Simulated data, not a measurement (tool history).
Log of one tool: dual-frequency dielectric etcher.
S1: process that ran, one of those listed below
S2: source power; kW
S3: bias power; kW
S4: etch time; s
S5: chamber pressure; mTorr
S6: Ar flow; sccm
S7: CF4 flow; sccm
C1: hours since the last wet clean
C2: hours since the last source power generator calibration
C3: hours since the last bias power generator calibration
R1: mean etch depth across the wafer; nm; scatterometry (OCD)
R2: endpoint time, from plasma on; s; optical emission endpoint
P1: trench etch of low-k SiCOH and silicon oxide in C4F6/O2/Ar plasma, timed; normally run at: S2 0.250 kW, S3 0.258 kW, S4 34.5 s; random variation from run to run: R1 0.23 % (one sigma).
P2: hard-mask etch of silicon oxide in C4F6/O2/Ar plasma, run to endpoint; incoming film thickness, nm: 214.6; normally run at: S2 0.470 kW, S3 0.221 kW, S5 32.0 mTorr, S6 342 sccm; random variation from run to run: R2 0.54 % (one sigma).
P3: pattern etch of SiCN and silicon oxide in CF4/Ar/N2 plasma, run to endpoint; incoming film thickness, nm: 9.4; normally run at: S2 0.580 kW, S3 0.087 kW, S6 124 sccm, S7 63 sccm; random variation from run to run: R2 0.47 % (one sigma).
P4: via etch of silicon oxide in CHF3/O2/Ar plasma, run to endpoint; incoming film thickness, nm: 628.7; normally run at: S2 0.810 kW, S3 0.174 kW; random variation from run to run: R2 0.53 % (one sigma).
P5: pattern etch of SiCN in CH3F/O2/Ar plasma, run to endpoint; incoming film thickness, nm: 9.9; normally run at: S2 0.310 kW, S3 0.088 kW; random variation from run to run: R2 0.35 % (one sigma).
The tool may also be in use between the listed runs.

run	day	S1	S2	S3	S4	S5	S6	S7	C1	C2	C3	R1	R2
1	0.433	P1	0.250	0.258	34.5				246.8	1753.8	1764.0	103.520	
2	0.742	P2	0.470	0.221		32.0	214		254.2	1761.2	1771.4		58.8940
3	1.150	P4	1.080	0.174					264.0	1771.0	1781.2		251.1000
4	1.579	P1	0.250	0.317	34.5				274.3	1781.3	1791.5	111.720	
5	1.858	P1	0.340	0.258	34.5				281.0	1788.0	1798.2	116.580	
6	2.312	P5	0.310	0.088					291.9	1798.9	1809.1		27.0960
7	2.579	P1	0.250	0.258	34.5				298.3	1805.3	1815.5	103.900	
8	3.100	P1	0.250	0.258	34.5				310.8	1817.8	1828.0	104.090	
9	3.671	P1	0.250	0.258	51.5				324.5	1831.5	1841.7	155.170	
10	3.942	P5	0.200	0.088					331.0	1838.0	1848.2		31.7860
11	4.517	P1	0.250	0.204	42.5				344.8	1851.8	1862.0	118.370	
12	4.762	P2	0.470	0.297		32.0	342		350.7	1857.7	1867.9		56.2990
13	5.308	P3	0.580	0.087			124	41	363.8	1870.8	1881.0		9.4152
14	5.804	P1	0.250	0.258	34.5				375.7	1882.7	1892.9	104.100	
15	6.267	P3	0.580	0.087			166	63	386.8	1893.8	1904.0		9.2303
16	6.571	P1	0.250	0.258	34.5				394.1	1901.1	1911.3	103.790	
17	6.992	P3	0.580	0.087			124	63	404.2	1911.2	1921.4		8.8513
18	7.496	P4	0.810	0.174					416.3	1923.3	1933.5		279.9200
19	7.825	P5	0.310	0.114					424.2	1931.2	1941.4		24.4380
20	8.342	P1	0.180	0.258	34.5				436.6	1943.6	1953.8	91.914	
21	8.700	P2	0.470	0.221		32.0	342		445.2	1952.2	1962.4		62.2460
22	9.275	P2	0.470	0.221		44.5	342		459.0	1966.0	1976.2		64.6150
23	9.708	P1	0.250	0.258	34.5				469.4	1976.4	1986.6	104.020	
24	9.975	P1	0.250	0.187	34.5				475.8	1982.8	1993.0	93.468	
25	10.533	P4	0.810	0.219					489.2	1996.2	2006.4		260.0400
# day 10.754: source power generator calibrated
26	10.925	P3	0.580	0.061			124	63	498.6	4.2	2015.8		10.0360
27	11.458	P3	0.580	0.087			124	63	511.4	17.0	2028.6		8.8779
28	11.946	P1	0.250	0.258	34.5				523.1	28.7	2040.3	103.820	
29	12.500	P1	0.250	0.258	21.0				536.4	42.0	2053.6	63.211	
30	12.758	P2	0.580	0.221		32.0	342		542.6	48.2	2059.8		57.2630
31	13.167	P3	0.700	0.087			124	63	552.4	58.0	2069.6		7.4509
32	13.629	P1	0.250	0.258	34.5				563.5	69.1	2080.7	103.860	
33	14.167	P1	0.250	0.258	34.5				576.4	82.0	2093.6	104.680	
34	14.679	P1	0.250	0.258	34.5				588.7	94.3	2105.9	104.600	
35	15.196	P1	0.250	0.258	34.5				601.1	106.7	2118.3	105.410	
36	15.517	P1	0.250	0.258	34.5				608.8	114.4	2126.0	105.060	
37	15.896	P1	0.250	0.258	34.5				617.9	123.5	2135.1	105.420	
# day 16.079: wet clean of the chamber
38	16.188	P1	0.250	0.258	34.5				2.7	130.5	2142.1	105.700	
39	16.642	P1	0.250	0.258	34.5				13.6	141.4	2153.0	105.400	
40	17.217	P1	0.250	0.258	34.5				27.4	155.2	2166.8	105.660	
41	17.483	P1	0.250	0.258	34.5				33.8	161.6	2173.2	105.820	

What P1 gives has crept away from where it was. These 2 causes fit the log equally well, each at the size given:
A: bias power that arrives over what is set, % = 4.85
B: source power that arrives over what is set, % = 4.49
The creep began at about day 13.629.
Why every other cause is out:
chamber walls in a state that raises the etch rate, %: serviced at day 16.079, which brought nothing back

4 check runs are offered, each on 3 wafers whose results are averaged, their results left as question marks. Which one tells the causes apart?
check 1	17.750	P4	0.810	0.174									?
check 2	17.750	P3	0.580	0.087			124	63					?
check 3	17.750	P2	0.470	0.221		32.0	342						?
check 4	17.750	P5	0.310	0.088									?

What each check would give under each cause:
check	result	if A	if B
check 1	R2	274.6000	274.2200
check 2	R2	8.6731	8.4912
check 3	R2	61.3740	61.2850
check 4	R2	26.5580	26.6000
How far apart the two closest causes lie, in the result that separates them most: check 1 0.14 %; check 2 2.12 %; check 3 0.15 %; check 4 0.16 %
Check 2 tells the causes apart: in the others they would give nearly the same result.

Check 2 was then run and gave: R2 8.4649 s. Which cause is it?

It is B: source power that arrives over what is set, %.

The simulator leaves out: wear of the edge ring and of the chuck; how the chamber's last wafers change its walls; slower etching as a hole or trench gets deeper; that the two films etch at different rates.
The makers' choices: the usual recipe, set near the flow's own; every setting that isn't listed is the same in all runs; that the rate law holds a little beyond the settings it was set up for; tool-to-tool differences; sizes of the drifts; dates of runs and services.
